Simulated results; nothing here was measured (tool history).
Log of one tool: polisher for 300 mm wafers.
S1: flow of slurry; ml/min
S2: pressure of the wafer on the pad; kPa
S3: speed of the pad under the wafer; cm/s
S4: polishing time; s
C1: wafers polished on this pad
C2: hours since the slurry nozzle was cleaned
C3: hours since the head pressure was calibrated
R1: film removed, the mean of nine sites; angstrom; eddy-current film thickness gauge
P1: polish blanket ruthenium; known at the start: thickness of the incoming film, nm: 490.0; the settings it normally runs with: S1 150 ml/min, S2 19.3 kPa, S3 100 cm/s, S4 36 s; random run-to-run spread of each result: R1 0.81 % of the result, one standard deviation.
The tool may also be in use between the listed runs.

run,hour,S1,S2,S3,S4,C1,C2,C3,R1
1,3.1,150,19.3,100,36,643,289.3,623.2,506.87
2,5.8,150,19.3,100,36,661,292,625.9,506.22
3,8.2,150,11.7,100,36,677,294.4,628.3,305.88
4,11.1,150,19.3,100,36,697,297.3,631.2,504.42
5,13.7,150,19.3,100,17,714,299.9,633.8,240.33
6,17.7,150,19.3,56,36,741,303.9,637.8,284.7
7,20.8,150,19.3,142,36,762,307,640.9,724.92
8,24.6,150,27.6,100,54,787,310.8,644.7,1083
# hour 25.3: head pressure recalibrated
9,27.9,90,19.3,100,36,809,314.1,2.7,453.93
10,29.9,150,31,100,36,823,316.1,4.7,814.82
11,33.3,150,19.3,100,36,846,319.5,8.1,507.09
12,36.4,150,19.3,100,36,866,322.6,11.2,508.02
13,39.3,230,19.3,100,36,886,325.5,14.1,539.16
14,43.1,150,19.3,100,50,911,329.3,17.9,704.42
15,45.6,150,19.3,100,36,928,331.8,20.4,505.18
16,49.9,150,19.3,100,36,957,336.1,24.7,509.09
17,53.1,150,19.3,100,36,978,339.3,27.9,507.14

Expected results for the next run?
18,55.7,150,19.3,100,36,996,341.9,30.5,?

R1: 492.92 angstrom
